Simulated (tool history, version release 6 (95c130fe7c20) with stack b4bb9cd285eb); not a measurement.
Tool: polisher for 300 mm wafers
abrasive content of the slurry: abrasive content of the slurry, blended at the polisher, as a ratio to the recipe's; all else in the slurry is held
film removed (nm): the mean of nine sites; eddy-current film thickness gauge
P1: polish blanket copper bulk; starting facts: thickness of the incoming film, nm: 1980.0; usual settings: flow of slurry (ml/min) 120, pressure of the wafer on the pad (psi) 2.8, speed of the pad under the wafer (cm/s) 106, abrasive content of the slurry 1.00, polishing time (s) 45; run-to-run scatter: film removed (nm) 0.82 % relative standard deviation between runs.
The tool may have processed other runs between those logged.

run     day  flow of slurry (ml/min)  pressure of the wafer on the pad (psi)  speed of the pad under the wafer (cm/s)  abrasive content of the slurry  polishing time (s)  wafers polished on this pad  hours since the slurry nozzle was cleaned  hours since the head pressure was calibrated  hours since the slurry blender was calibrated  film removed (nm)
  1   0.438                      120                                     2.8                                      106                            1.00                  45                          503                                      114.8                                         855.7                                          126.1             458.98
  2   1.092                      120                                     2.8                                      106                            1.00                  45                          688                                      130.5                                         871.4                                          141.8             451.50
  3   1.525                      120                                     2.1                                      106                            1.25                  45                          810                                      140.9                                         881.8                                          152.2             363.98
  4   2.183                      120                                     2.8                                      106                            1.00                  45                          996                                      156.7                                         897.6                                          168.0             465.82
  5   2.604                      120                                     2.8                                      106                            1.00                  29                         1115                                      166.8                                         907.7                                          178.1             297.63
  6   3.217                      120                                     2.8                                      106                            0.70                  45                         1288                                      181.5                                         922.4                                          192.8             424.88
  7   3.583                      120                                     2.8                                      148                            1.00                  45                         1391                                      190.3                                         931.2                                          201.6             631.67
  8   4.204                      120                                     2.8                                      106                            1.00                  45                         1567                                      205.2                                         946.1                                          216.5             463.07
  9   4.600                      120                                     4.0                                      106                            1.00                  45                         1679                                      214.7                                         955.6                                          226.0             651.22
 10   5.179                       70                                     2.8                                      106                            1.00                  45                         1842                                      228.6                                         969.5                                          239.9             396.07
 11   5.529                      120                                     2.8                                      106                            1.00                  59                         1941                                      237.0                                         977.9                                          248.3             596.52
      5.696  -- worn pad replaced by a new one
 12   5.988                      175                                     2.8                                      106                            1.00                  45                           82                                      248.0                                         988.9                                          259.3             493.10
 13   6.650                      120                                     2.8                                      134                            1.00                  61                          269                                      263.9                                        1004.8                                          275.2             774.45
 14   7.262                      120                                     2.8                                       72                            1.00                  45                          442                                      278.6                                        1019.5                                          289.9             311.98
 15   7.583                      120                                     2.8                                      106                            1.00                  45                          533                                      286.3                                        1027.2                                          297.6             453.31
 16   7.962                      120                                     1.8                                      106                            1.00                  45                          640                                      295.4                                        1036.3                                          306.7             289.33
 17   8.329                      120                                     2.8                                      106                            1.00                  45                          744                                      304.2                                        1045.1                                          315.5             454.62
 18   8.750                      120                                     4.3                                      106                            1.35                  45                          863                                      314.3                                        1055.2                                          325.6             755.00
 19   9.367                      120                                     2.8                                      106                            1.50                  45                         1037                                      329.1                                        1070.0                                          340.4             502.93
 20   9.950                      120                                     2.8                                      106                            1.00                  45                         1202                                      343.1                                        1084.0                                          354.4             461.32
 21  10.642                      120                                     2.8                                      106                            1.00                  45                         1397                                      359.7                                        1100.6                                          371.0             444.19
 22  11.317                      120                                     2.8                                      106                            1.00                  45                         1588                                      375.9                                        1116.8                                          387.2             430.59
     11.738  -- worn pad replaced by a new one
 23  11.779                      120                                     2.8                                      106                            1.00                  45                           12                                      387.0                                        1127.9                                          398.3             424.67
     11.908  -- head pressure recalibrated
 24  12.450                      120                                     2.8                                      106                            1.00                  45                          201                                      403.1                                          13.0                                          414.4             426.50
 25  12.804                      120                                     2.8                                      106                            1.00                  45                          301                                      411.6                                          21.5                                          422.9             423.64
 26  13.200                      120                                     2.8                                      106                            1.00                  45                          413                                      421.1                                          31.0                                          432.4             424.97
 27  13.512                      120                                     2.8                                      106                            1.00                  45                          502                                      428.6                                          38.5                                          439.9             429.53
 28  14.171                      120                                     2.8                                      106                            1.00                  45                          688                                      444.4                                          54.3                                          455.7             426.92

P1 has crept away from where it was. The log is fitted equally well by each of these 2 causes, at the sizes shown:
A: abrasive missing from the slurry, % = 28.6
B: slurry flow missing at the pad, % = 25.3
The gradual shift began around day 9.950.
Excluded causes, each with its reason:
removal rate lost through wear of the pad, %: serviced after onset, at day 11.738, with no recovery of the prior output
head's pressure below its setpoint, %: serviced after onset, at day 11.908, with no recovery of the prior output

4 check runs are offered, each on 3 wafers whose results are averaged, their results left as question marks. Which one tells the causes apart?
check 1  14.829                       75                                     2.8                                      106                            1.00                  45                                                                                                                                                                                       ?
check 2  14.829                      120                                     2.8                                      106                            1.00                  58                                                                                                                                                                                       ?
check 3  14.829                      120                                     2.8                                      136                            1.00                  45                                                                                                                                                                                       ?
check 4  14.829                      120                                     2.8                                      106                            0.85                  45                                                                                                                                                                                       ?

What each check would give under each cause:
  check             result    if A    if B
check 1  film removed (nm)  377.35  364.47
check 2  film removed (nm)  550.24  550.34
check 3  film removed (nm)  547.73  547.83
check 4  film removed (nm)  413.02  412.51
Gap, in per cent, between the two causes that each check separates least, read from the result that separates them most: check 1 3.47 %; check 2 0.02 %; check 3 0.02 %; check 4 0.12 %
Of the check runs offered, only check 1 discriminates between the causes; the rest would read about the same regardless of which cause applies.

After running check 1, the following was obtained: film removed (nm) 378.95. Which cause does this point to?

A is the cause: abrasive missing from the slurry, %.
